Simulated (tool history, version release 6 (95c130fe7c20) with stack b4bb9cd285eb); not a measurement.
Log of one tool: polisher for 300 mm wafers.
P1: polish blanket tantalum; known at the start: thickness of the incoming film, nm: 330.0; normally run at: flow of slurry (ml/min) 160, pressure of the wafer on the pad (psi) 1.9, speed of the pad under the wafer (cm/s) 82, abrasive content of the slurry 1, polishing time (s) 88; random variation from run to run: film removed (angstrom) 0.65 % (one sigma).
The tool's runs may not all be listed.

run,hour,flow of slurry (ml/min),pressure of the wafer on the pad (psi),speed of the pad under the wafer (cm/s),abrasive content of the slurry,polishing time (s),wafers polished on this pad,hours since the slurry nozzle was cleaned,hours since the head pressure was calibrated,hours since the slurry blender was calibrated,film removed (angstrom)
1,12.8,160,1.9,82,1,88,568,233.1,496,53.8,1048.9
2,22.2,160,1.2,82,1,88,648,242.5,505.4,63.2,665.35
3,33.4,160,1.9,82,1,134,744,253.7,516.6,74.4,1582.5
4,45.4,160,1.9,82,0.5,88,846,265.7,528.6,86.4,818.54
5,53.5,160,3,82,1,88,915,273.8,536.7,94.5,1656.4
6,63.4,160,2.6,82,1,46,1000,283.7,546.6,104.4,752.61
7,72.4,160,1.9,82,1,88,1077,292.7,555.6,113.4,1040
8,81.3,160,1.9,82,0.7,109,1153,301.6,564.5,122.3,1151.6
9,91.4,95,1.9,82,1,88,1239,311.7,574.6,132.4,938.22
10,102.8,160,1.9,82,1.45,88,1337,323.1,586,143.8,1148.8
11,112.7,160,1.9,82,1,88,1421,333,595.9,153.7,1040.5
12,123.6,160,1.9,36,1,88,1515,343.9,606.8,164.6,460.48
13,134.1,160,1.9,128,1,88,1604,354.4,617.3,175.1,1637.2
14,143.2,250,1.9,82,1,88,1682,363.5,626.4,184.2,1112.9
15,154,160,1.9,82,1,88,1774,374.3,637.2,195,1055.6
16,162.6,160,1.9,82,1,88,1848,382.9,645.8,203.6,1051.8
17,173.6,160,1.9,82,1,41,1942,393.9,656.8,214.6,484.73
18,181.4,160,1.9,126,1,113,2008,401.7,664.6,222.4,2075.8
19,192.5,160,1.9,82,1,88,2103,412.8,675.7,233.5,1040.4
20,202.3,160,1.9,82,1,88,2187,422.6,685.5,243.3,1015.5
21,214.9,160,1.9,82,1,88,2295,435.2,698.1,255.9,1014.3
22,226.1,160,1.9,82,1,88,2390,446.4,709.3,267.1,990.83
23,233.5,160,1.9,82,1,88,2454,453.8,716.7,274.5,986.73
# hour 241.7: head pressure recalibrated
24,242.1,160,1.9,82,1,88,2527,462.4,0.5,283.1,971.16
25,248.7,160,1.9,82,1,88,2584,469,7.1,289.7,975.03
# hour 254.1: slurry nozzle cleaned
26,261.9,160,1.9,82,1,88,2696,7.9,20.3,302.9,968.31
27,268.7,160,1.9,82,1,88,2754,14.7,27.1,309.7,966.46
28,278.3,160,1.9,82,1,88,2836,24.3,36.7,319.3,957.25
29,289.6,160,1.9,82,1,88,2933,35.6,48,330.6,956.43
30,295.7,160,1.9,82,1,88,2985,41.7,54.1,336.7,954.68

What P1 gives has crept away from where it was. These 2 causes fit the log equally well, each at the size given:
A: abrasive missing from the slurry, % = 24.3
B: removal rate lost through wear of the pad, % = 8.42
The creep began at about hour 192.5.
Why every other cause is out:
slurry flow missing at the pad, %: serviced at hour 254.1, which brought nothing back
head's pressure below its setpoint, %: serviced at hour 241.7, which brought nothing back

4 check runs are offered, each on 5 wafers whose results are averaged, their results left as question marks. Which one tells the causes apart?
check 1,301.8,205,1.9,54,1,88,,,,,?
check 2,301.8,160,1.9,82,0.7,88,,,,,?
check 3,301.8,160,2.3,102,1,88,,,,,?
check 4,301.8,160,2.8,60,1,88,,,,,?

What each check would give under each cause:
check,result,if A,if B
check 1,film removed (angstrom),654.75,654.62
check 2,film removed (angstrom),835.45,854.42
check 3,film removed (angstrom),1444.4,1444.1
check 4,film removed (angstrom),1034.4,1034.1
How far apart the two closest causes lie, in the result that separates them most: check 1 0.02 %; check 2 2.24 %; check 3 0.02 %; check 4 0.02 %
Check 2 tells the causes apart: in the others they would give nearly the same result.

Then check 2 was run and gave: film removed (angstrom) 833.73. Which cause is it?

It is A: abrasive missing from the slurry, %.
